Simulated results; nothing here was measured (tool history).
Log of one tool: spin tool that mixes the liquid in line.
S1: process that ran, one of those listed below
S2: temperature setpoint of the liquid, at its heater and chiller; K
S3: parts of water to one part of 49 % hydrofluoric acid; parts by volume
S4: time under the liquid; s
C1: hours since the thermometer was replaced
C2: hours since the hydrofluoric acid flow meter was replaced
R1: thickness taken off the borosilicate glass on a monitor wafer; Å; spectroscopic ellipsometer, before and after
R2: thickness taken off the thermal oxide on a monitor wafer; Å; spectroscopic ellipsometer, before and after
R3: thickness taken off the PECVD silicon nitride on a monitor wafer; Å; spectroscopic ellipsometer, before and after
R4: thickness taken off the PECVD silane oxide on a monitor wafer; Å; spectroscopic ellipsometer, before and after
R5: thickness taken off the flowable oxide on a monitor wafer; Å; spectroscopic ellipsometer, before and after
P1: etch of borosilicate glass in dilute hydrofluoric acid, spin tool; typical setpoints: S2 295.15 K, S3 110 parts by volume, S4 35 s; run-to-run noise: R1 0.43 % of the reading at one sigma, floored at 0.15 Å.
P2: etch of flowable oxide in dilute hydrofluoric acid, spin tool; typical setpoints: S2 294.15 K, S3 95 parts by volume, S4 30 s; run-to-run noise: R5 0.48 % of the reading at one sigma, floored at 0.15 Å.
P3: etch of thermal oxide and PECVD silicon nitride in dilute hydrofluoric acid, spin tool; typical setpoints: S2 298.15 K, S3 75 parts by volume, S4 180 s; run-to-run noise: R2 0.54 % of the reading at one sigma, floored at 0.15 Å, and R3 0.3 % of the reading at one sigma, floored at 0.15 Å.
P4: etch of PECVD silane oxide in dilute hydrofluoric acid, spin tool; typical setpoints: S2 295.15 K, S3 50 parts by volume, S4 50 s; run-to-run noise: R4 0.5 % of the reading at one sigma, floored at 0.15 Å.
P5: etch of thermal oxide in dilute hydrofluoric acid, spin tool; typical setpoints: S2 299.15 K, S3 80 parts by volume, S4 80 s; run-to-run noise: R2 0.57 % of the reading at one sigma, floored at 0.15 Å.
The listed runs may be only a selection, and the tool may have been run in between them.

| run | day | S1 | S2 | S3 | S4 | C1 | C2 | R1 | R2 | R3 | R4 | R5 |
|---|---|---|---|---|---|---|---|---|---|---|---|---|
| 1 | 0.479 | P1 | 295.15 | 110 | 35 | 488.5 | 1449.0 | 52.932 |  |  |  |  |
| 2 | 0.979 | P1 | 295.15 | 110 | 35 | 500.5 | 1461.0 | 52.218 |  |  |  |  |
| 3 | 1.475 | P3 | 298.15 | 75 | 180 | 512.4 | 1472.9 |  | 125.420 | 140.430 |  |  |
| 4 | 1.838 | P5 | 299.15 | 80 | 80 | 521.1 | 1481.6 |  | 52.843 |  |  |  |
| 5 | 2.371 | P5 | 299.15 | 80 | 80 | 533.9 | 1494.4 |  | 52.930 |  |  |  |
| 6 | 2.683 | P1 | 295.15 | 155 | 35 | 541.4 | 1501.9 | 35.051 |  |  |  |  |
| 7 | 3.196 | P1 | 295.15 | 110 | 15 | 553.7 | 1514.2 | 22.876 |  |  |  |  |
| 8 | 3.796 | P3 | 298.15 | 75 | 320 | 568.1 | 1528.6 |  | 223.160 | 248.750 |  |  |
| 9 | 4.242 | P1 | 290.15 | 110 | 35 | 578.8 | 1539.3 | 42.590 |  |  |  |  |
| 10 | 4.850 | P1 | 300.15 | 110 | 35 | 593.4 | 1553.9 | 63.099 |  |  |  |  |
| 11 | 5.446 | P1 | 295.15 | 35 | 35 | 607.7 | 1568.2 | 179.180 |  |  |  |  |
| 12 | 5.862 | P4 | 295.15 | 50 | 50 | 617.7 | 1578.2 |  |  |  | 361.18 |  |
| 13 | 6.167 | P5 | 293.15 | 80 | 80 | 625.0 | 1585.5 |  | 40.833 |  |  |  |
| 14 | 6.767 | P2 | 294.15 | 95 | 30 | 639.4 | 1599.9 |  |  |  |  | 120.090 |
| 15 | 7.154 | P3 | 298.15 | 110 | 180 | 648.7 | 1609.2 |  | 81.420 | 96.184 |  |  |
| 16 | 7.617 | P1 | 302.65 | 110 | 15 | 659.8 | 1620.3 | 30.268 |  |  |  |  |
| 17 | 8.221 | P4 | 295.15 | 50 | 15 | 674.3 | 1634.8 |  |  |  | 107.90 |  |
| 18 | 8.904 | P5 | 299.15 | 80 | 155 | 690.7 | 1651.2 |  | 101.920 |  |  |  |
| 19 | 9.333 | P2 | 301.65 | 95 | 30 | 701.0 | 1661.5 |  |  |  |  | 162.830 |
| 20 | 9.671 | P1 | 295.15 | 110 | 35 | 709.1 | 1669.6 | 52.382 |  |  |  |  |
| 21 | 10.358 | P4 | 295.15 | 80 | 50 | 725.6 | 1686.1 |  |  |  | 219.19 |  |
| 22 | 11.017 | P2 | 294.15 | 95 | 15 | 741.4 | 1701.9 |  |  |  |  | 60.607 |
| 23 | 11.462 | P1 | 295.15 | 110 | 65 | 752.1 | 1712.6 | 96.705 |  |  |  |  |
| 24 | 12.146 | P3 | 293.65 | 75 | 180 | 768.5 | 1729.0 |  | 103.860 | 103.270 |  |  |
| 25 | 12.454 | P2 | 294.15 | 35 | 30 | 775.9 | 1736.4 |  |  |  |  | 355.440 |
| 26 | 12.912 | P1 | 295.15 | 110 | 35 | 786.9 | 1747.4 | 52.055 |  |  |  |  |
| 27 | 13.404 | P4 | 290.15 | 50 | 50 | 798.7 | 1759.2 |  |  |  | 294.21 |  |
| 28 | 14.067 | P5 | 299.15 | 40 | 80 | 814.6 | 1775.1 |  | 111.730 |  |  |  |
| 29 | 14.642 | P1 | 295.15 | 110 | 35 | 828.4 | 1788.9 | 52.187 |  |  |  |  |
| 30 | 15.171 | P1 | 301.65 | 110 | 65 | 841.1 | 1801.6 | 125.250 |  |  |  |  |
| 31 | 15.775 | P1 | 295.15 | 110 | 35 | 855.6 | 1816.1 | 52.011 |  |  |  |  |
| 32 | 16.408 | P1 | 295.15 | 110 | 35 | 870.8 | 1831.3 | 54.256 |  |  |  |  |
| 33 | 16.838 | P1 | 295.15 | 110 | 35 | 881.1 | 1841.6 | 55.225 |  |  |  |  |
| 34 | 17.217 | P1 | 295.15 | 110 | 35 | 890.2 | 1850.7 | 55.889 |  |  |  |  |
| 35 | 17.712 | P1 | 295.15 | 110 | 35 | 902.1 | 1862.6 | 55.558 |  |  |  |  |
| 36 | 18.112 | P1 | 295.15 | 110 | 35 | 911.7 | 1872.2 | 55.826 |  |  |  |  |
| 37 | 18.675 | P1 | 295.15 | 110 | 35 | 925.2 | 1885.7 | 56.458 |  |  |  |  |
| 38 | 19.325 | P1 | 295.15 | 110 | 35 | 940.8 | 1901.3 | 56.210 |  |  |  |  |
| 39 | 19.633 | P1 | 295.15 | 110 | 35 | 948.2 | 1908.7 | 56.057 |  |  |  |  |
| 40 | 20.208 | P1 | 295.15 | 110 | 35 | 962.0 | 1922.5 | 56.588 |  |  |  |  |
| 41 | 20.625 | P1 | 295.15 | 110 | 35 | 972.0 | 1932.5 | 56.477 |  |  |  |  |
| 42 | 21.067 | P1 | 295.15 | 110 | 35 | 982.6 | 1943.1 | 56.619 |  |  |  |  |

What P1 gives has crept away from where it was. These 2 causes fit the log equally well, each at the size given:
A: hydrofluoric acid flow above the setpoint (%) = 7.35
B: liquid hotter than its thermometer reads (K) = 2.01
At approximately day 15.775, the process output began to creep.

Consider the 4 single-wafer check runs listed below, results given as question marks: which one distinguishes between the causes by giving clearly different results for each?
| check 1 | 21.508 | P5 | 299.15 | 80 | 80 |  |  |  | ? |  |  |  |
| check 2 | 21.508 | P2 | 294.15 | 95 | 30 |  |  |  |  |  |  | ? |
| check 3 | 21.508 | P3 | 298.15 | 75 | 180 |  |  |  | ? | ? |  |  |
| check 4 | 21.508 | P4 | 295.15 | 50 | 50 |  |  |  |  |  | ? |  |

How each check would come out, cause by cause:
| check | result | if A | if B |
|---|---|---|---|
| check 1 | R2 | 56.853 | 56.879 |
| check 2 | R5 | 130.950 | 131.340 |
| check 3 | R2 | 134.590 | 134.860 |
| check 3 | R3 | 150.000 | 159.570 |
| check 4 | R4 | 387.78 | 390.97 |
Per check, the gap between the least separated pair of causes, taken in the result that splits them most: check 1 0.05 %; check 2 0.3 %; check 3 6.19 %; check 4 0.82 %
The other checks would show nearly matching results whichever cause is true, so check 3 is the only one that separates the causes.

Then check 3 was run and gave: R2 135.300 Å; R3 149.930 Å. Which cause is it?

Of the candidate causes, it is A: hydrofluoric acid flow above the setpoint (%).
